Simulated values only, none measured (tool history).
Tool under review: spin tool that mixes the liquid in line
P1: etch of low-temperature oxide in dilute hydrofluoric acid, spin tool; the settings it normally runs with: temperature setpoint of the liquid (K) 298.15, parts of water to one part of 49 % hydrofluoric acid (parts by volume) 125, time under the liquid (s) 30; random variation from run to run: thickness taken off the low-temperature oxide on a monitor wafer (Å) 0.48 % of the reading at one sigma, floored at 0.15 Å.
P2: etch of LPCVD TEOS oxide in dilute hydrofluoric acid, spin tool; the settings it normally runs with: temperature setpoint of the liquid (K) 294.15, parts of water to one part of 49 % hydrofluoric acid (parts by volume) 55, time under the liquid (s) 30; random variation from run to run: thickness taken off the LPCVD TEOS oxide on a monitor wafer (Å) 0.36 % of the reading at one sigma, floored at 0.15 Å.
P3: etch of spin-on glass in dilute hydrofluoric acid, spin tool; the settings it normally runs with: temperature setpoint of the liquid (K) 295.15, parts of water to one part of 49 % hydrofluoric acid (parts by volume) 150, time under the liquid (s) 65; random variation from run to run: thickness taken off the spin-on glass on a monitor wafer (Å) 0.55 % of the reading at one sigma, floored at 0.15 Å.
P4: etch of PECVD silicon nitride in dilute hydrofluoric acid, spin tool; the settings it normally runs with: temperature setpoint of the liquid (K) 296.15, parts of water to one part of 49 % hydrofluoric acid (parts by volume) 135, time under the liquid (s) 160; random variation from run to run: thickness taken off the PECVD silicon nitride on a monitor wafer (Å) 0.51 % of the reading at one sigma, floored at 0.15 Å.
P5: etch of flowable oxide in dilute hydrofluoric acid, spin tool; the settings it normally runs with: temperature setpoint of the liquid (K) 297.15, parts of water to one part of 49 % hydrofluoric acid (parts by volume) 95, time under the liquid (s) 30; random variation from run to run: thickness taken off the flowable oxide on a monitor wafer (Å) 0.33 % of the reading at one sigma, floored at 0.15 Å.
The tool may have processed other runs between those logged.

run   hour  process that ran  temperature setpoint of the liquid (K)  parts of water to one part of 49 % hydrofluoric acid (parts by volume)  time under the liquid (s)  thickness taken off the low-temperature oxide on a monitor wafer (Å)  thickness taken off the PECVD silicon nitride on a monitor wafer (Å)  thickness taken off the LPCVD TEOS oxide on a monitor wafer (Å)  thickness taken off the flowable oxide on a monitor wafer (Å)  thickness taken off the spin-on glass on a monitor wafer (Å)
  1   13.0                P1                                  298.15                                                                     125                         30                                                                74.986
  2   19.9                P1                                  298.15                                                                     125                         60                                                               151.480
  3   34.1                P4                                  302.15                                                                     135                        160                                                                                                                                      63.141
  4   42.0                P2                                  294.15                                                                      55                         45                                                                                                                                                                                                      224.570
  5   51.5                P2                                  294.15                                                                      55                         30                                                                                                                                                                                                      149.810
  6   62.9                P5                                  297.15                                                                      40                         30                                                                                                                                                                                                                                                                      354.30
  7   76.6                P5                                  297.15                                                                      95                         30                                                                                                                                                                                                                                                                      139.48
  8   88.8                P1                                  290.15                                                                     125                         30                                                                54.833
  9   98.8                P1                                  298.15                                                                     190                         30                                                                45.878
 10  110.7                P2                                  290.15                                                                      55                         30                                                                                                                                                                                                      125.950
 11  121.2                P1                                  298.15                                                                     125                         30                                                                75.457
 12  133.4                P4                                  296.15                                                                     135                        160                                                                                                                                      43.065
 13  141.5                P1                                  303.15                                                                     125                         30                                                                91.717
 14  148.6                P1                                  298.15                                                                      75                         30                                                               134.530
 15  159.2                P1                                  298.15                                                                     125                         30                                                                75.597
 16  172.0                P4                                  296.15                                                                     245                        160                                                                                                                                      24.298
 17  179.6                P2                                  294.15                                                                     105                         30                                                                                                                                                                                                       74.136
 18  189.4                P4                                  296.15                                                                     135                        310                                                                                                                                      84.413
 19  201.3                P1                                  291.15                                                                     125                         15                                                                28.406
 20  209.4                P1                                  298.15                                                                     125                         15                                                                37.992
 21  222.0                P4                                  296.15                                                                     135                        160                                                                                                                                      43.453
 22  234.8                P3                                  290.15                                                                     150                         65                                                                                                                                                                                                                                                                                                                                    85.726
 23  247.4                P3                                  295.15                                                                     150                         65                                                                                                                                                                                                                                                                                                                                   105.690
 24  254.2                P5                                  297.15                                                                      95                         45                                                                                                                                                                                                                                                                      208.64
 25  267.8                P5                                  301.65                                                                      95                         30                                                                                                                                                                                                                                                                      165.27
 26  277.6                P3                                  295.15                                                                     260                         65                                                                                                                                                                                                                                                                                                                                    53.554
 27  291.5                P3                                  295.15                                                                     150                         30                                                                                                                                                                                                                                                                                                                                    47.675
 28  303.4                P1                                  298.15                                                                     125                         30                                                                75.751
 29  316.7                P1                                  298.15                                                                     125                         30                                                                75.352
 30  329.1                P1                                  298.15                                                                     125                         30                                                                73.127
 31  335.8                P1                                  298.15                                                                     125                         30                                                                71.588
 32  347.9                P1                                  298.15                                                                     125                         30                                                                69.947
 33  357.6                P1                                  298.15                                                                     125                         30                                                                69.685
 34  367.8                P1                                  298.15                                                                     125                         30                                                                69.550
 35  375.8                P1                                  298.15                                                                     125                         30                                                                69.590
 36  387.6                P1                                  298.15                                                                     125                         30                                                                68.830
 37  394.4                P1                                  298.15                                                                     125                         30                                                                69.249

Compared with where it was, what P1 gives has crept away. Each cause listed below fits the log as well as the rest, at the size given for it:
A: hydrofluoric acid flow below the setpoint (%) = 7.41
B: liquid colder than its thermometer reads (K) = 2.29
The drift started at roughly hour 316.7.

Below are 4 check runs, each on a single wafer, with their results shown as question marks. Which of them would tell the listed causes apart, meaning the causes would give clearly different results under it?
check 1  401.2                P4                                  296.15                                                                     210                        225                                                                                                                                           ?
check 2  401.2                P3                                  291.15                                                                     150                         40                                                                                                                                                                                                                                                                                                                                         ?
check 3  401.2                P2                                  294.15                                                                      95                         30                                                                                                                                                                                                            ?
check 4  401.2                P5                                  300.65                                                                      95                         30                                                                                                                                                                                                                                                                           ?

Outcome of each check run for each possible cause:
  check                                                                result    if A    if B
check 1  thickness taken off the PECVD silicon nitride on a monitor wafer (Å)  36.425  33.917
check 2          thickness taken off the spin-on glass on a monitor wafer (Å)  50.296  50.034
check 3       thickness taken off the LPCVD TEOS oxide on a monitor wafer (Å)  75.829  75.163
check 4         thickness taken off the flowable oxide on a monitor wafer (Å)  146.24  145.94
Per-check spread between the two closest causes, in the result where they differ most: check 1 7.13 %; check 2 0.52 %; check 3 0.88 %; check 4 0.2 %
Only check 1 tells the causes apart: in the others they would give nearly the same result.

Check 1 was carried out, with these results: thickness taken off the PECVD silicon nitride on a monitor wafer (Å) 36.507. Which of the listed causes is responsible?

It was cause A: hydrofluoric acid flow below the setpoint (%).
